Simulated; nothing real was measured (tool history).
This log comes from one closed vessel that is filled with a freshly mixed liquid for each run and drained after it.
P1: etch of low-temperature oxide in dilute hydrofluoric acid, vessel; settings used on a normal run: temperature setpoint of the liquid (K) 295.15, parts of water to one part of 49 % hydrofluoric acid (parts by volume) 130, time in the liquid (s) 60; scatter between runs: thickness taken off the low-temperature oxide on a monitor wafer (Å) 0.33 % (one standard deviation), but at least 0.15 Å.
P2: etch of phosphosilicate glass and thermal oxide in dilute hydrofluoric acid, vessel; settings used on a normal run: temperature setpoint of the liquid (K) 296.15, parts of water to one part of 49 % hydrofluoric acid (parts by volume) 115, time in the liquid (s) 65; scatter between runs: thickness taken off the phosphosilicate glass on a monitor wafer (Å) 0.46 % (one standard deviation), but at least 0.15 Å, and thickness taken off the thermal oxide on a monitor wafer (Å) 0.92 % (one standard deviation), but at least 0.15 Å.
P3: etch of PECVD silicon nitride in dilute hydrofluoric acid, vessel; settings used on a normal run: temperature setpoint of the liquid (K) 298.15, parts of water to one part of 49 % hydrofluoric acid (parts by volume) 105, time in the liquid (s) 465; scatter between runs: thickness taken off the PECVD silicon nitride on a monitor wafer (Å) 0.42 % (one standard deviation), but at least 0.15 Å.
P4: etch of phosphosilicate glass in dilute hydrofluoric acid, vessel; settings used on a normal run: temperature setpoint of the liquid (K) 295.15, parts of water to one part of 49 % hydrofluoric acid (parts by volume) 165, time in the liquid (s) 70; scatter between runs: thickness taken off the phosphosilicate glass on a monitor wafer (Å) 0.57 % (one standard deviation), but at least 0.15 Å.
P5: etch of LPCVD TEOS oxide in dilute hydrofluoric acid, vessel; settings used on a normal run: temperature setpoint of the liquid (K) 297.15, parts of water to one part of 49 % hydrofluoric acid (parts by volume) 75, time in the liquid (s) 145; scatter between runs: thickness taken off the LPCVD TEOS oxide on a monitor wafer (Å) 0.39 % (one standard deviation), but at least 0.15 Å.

run	hour	process that ran	temperature setpoint of the liquid (K)	parts of water to one part of 49 % hydrofluoric acid (parts by volume)	time in the liquid (s)	hours since the thermometer was replaced	hours since the hydrofluoric acid flow meter was replaced	thickness taken off the low-temperature oxide on a monitor wafer (Å)	thickness taken off the phosphosilicate glass on a monitor wafer (Å)	thickness taken off the LPCVD TEOS oxide on a monitor wafer (Å)	thickness taken off the PECVD silicon nitride on a monitor wafer (Å)	thickness taken off the thermal oxide on a monitor wafer (Å)
1	9.2	P1	295.15	130	60	365.8	359.4	123.000				
2	22.2	P1	295.15	130	30	378.8	372.4	62.196				
3	34.1	P1	295.15	130	115	390.7	384.3	236.870				
4	43.6	P1	302.65	130	60	400.2	393.8	164.530				
5	61.1	P1	295.15	55	60	417.7	411.3	318.370				
6	69.8	P4	295.15	165	70	426.4	420.0		400.37			
7	87.3	P1	295.15	200	60	443.9	437.5	74.797				
8	97.0	P5	297.15	75	145	453.6	447.2			519.88		
9	106.1	P5	302.65	75	145	462.7	456.3			647.16		
10	114.9	P1	295.15	130	60	471.5	465.1	123.790				
11	127.9	P1	295.15	130	60	484.5	478.1	123.540				
12	139.3	P1	300.15	130	30	495.9	489.5	74.781				
13	150.8	P4	295.15	290	70	507.4	501.0		202.24			
14	164.1	P1	299.15	40	60	520.7	514.3	527.010				
15	176.9	P5	297.15	75	220	533.5	527.1			787.78		
16	190.1	P1	295.15	130	60	546.7	540.3	124.780				
17	206.6	P3	298.15	60	465	563.2	556.8				140.200	
18	223.3	P2	296.15	115	65	579.9	573.5		318.29			25.385
19	231.4	P2	296.15	115	30	588.0	581.6		147.16			11.335
20	241.8	P3	305.65	105	465	598.4	592.0				129.670	
21	251.0	P5	297.15	125	145	607.6	601.2			294.65		
22	266.0	P1	295.15	130	60	622.6	616.2	123.340				
23	280.5	P2	303.15	115	65	637.1	630.7		419.09			33.446
24	291.3	P3	298.15	105	830	647.9	641.5				143.030	
25	304.9	P2	296.15	115	65	661.5	655.1		321.13			24.954
26	316.4	P3	298.15	105	465	673.0	666.6				80.768	
27	329.1	P5	297.15	75	145	685.7	679.3			522.42		
28	345.5	P4	290.15	165	70	702.1	695.7		330.16			
29	357.5	P1	299.65	25	60	714.1	707.7	878.690				
30	366.4	P1	291.15	130	60	723.0	716.6	105.090				
31	376.8	P4	295.15	165	115	733.4	727.0		665.08			
32	390.2	P2	296.15	185	65	746.8	740.4		185.26			14.508
33	405.4	P1	295.15	130	60	762.0	755.6	123.190				
34	415.5	P1	295.15	130	60	772.1	765.7	123.000				
35	426.7	P1	295.15	130	60	783.3	776.9	119.240				
36	443.4	P1	295.15	130	60	800.0	793.6	115.420				
37	453.7	P1	295.15	130	60	810.3	803.9	114.170				
38	471.2	P1	295.15	130	60	827.8	821.4	114.350				
39	483.5	P1	295.15	130	60	840.1	833.7	114.010				
40	495.9	P1	295.15	130	60	852.5	846.1	113.860				

The log shows P1 creeping away from where it was. Any of the 2 causes listed here, at the size stated for it, fits the log just as well as the others:
A: hydrofluoric acid flow below the setpoint (%) = 7.28
B: liquid colder than its thermometer reads (K) = 2.18
The creep began at about hour 415.5.

Question marks stand in for the results of the 4 check runs listed below, each run on one wafer. Under which run would the listed causes show clearly different results?
check 1	508.3	P3	303.15	105	665						?	
check 2	508.3	P4	290.65	165	115				?			
check 3	508.3	P5	297.15	115	145					?		
check 4	508.3	P2	299.65	115	35				?			?

What every check run would give for each of its results, assuming each possible cause in turn:
check	result	if A	if B
check 1	thickness taken off the PECVD silicon nitride on a monitor wafer (Å)	147.440	138.640
check 2	thickness taken off the phosphosilicate glass on a monitor wafer (Å)	509.31	508.72
check 3	thickness taken off the LPCVD TEOS oxide on a monitor wafer (Å)	297.24	297.26
check 4	thickness taken off the phosphosilicate glass on a monitor wafer (Å)	181.11	181.60
check 4	thickness taken off the thermal oxide on a monitor wafer (Å)	14.245	14.284
Minimum pairwise separation of causes per check, each pair taken at its best-separating result: check 1 6.15 %; check 2 0.11 %; check 3 0.01 %; check 4 0.27 %
The causes can be told apart only by check 1. The other checks would give nearly the same results under each of them.

After running check 1, the following was obtained: thickness taken off the PECVD silicon nitride on a monitor wafer (Å) 146.910. Which cause does this point to?

The cause is A: hydrofluoric acid flow below the setpoint (%).
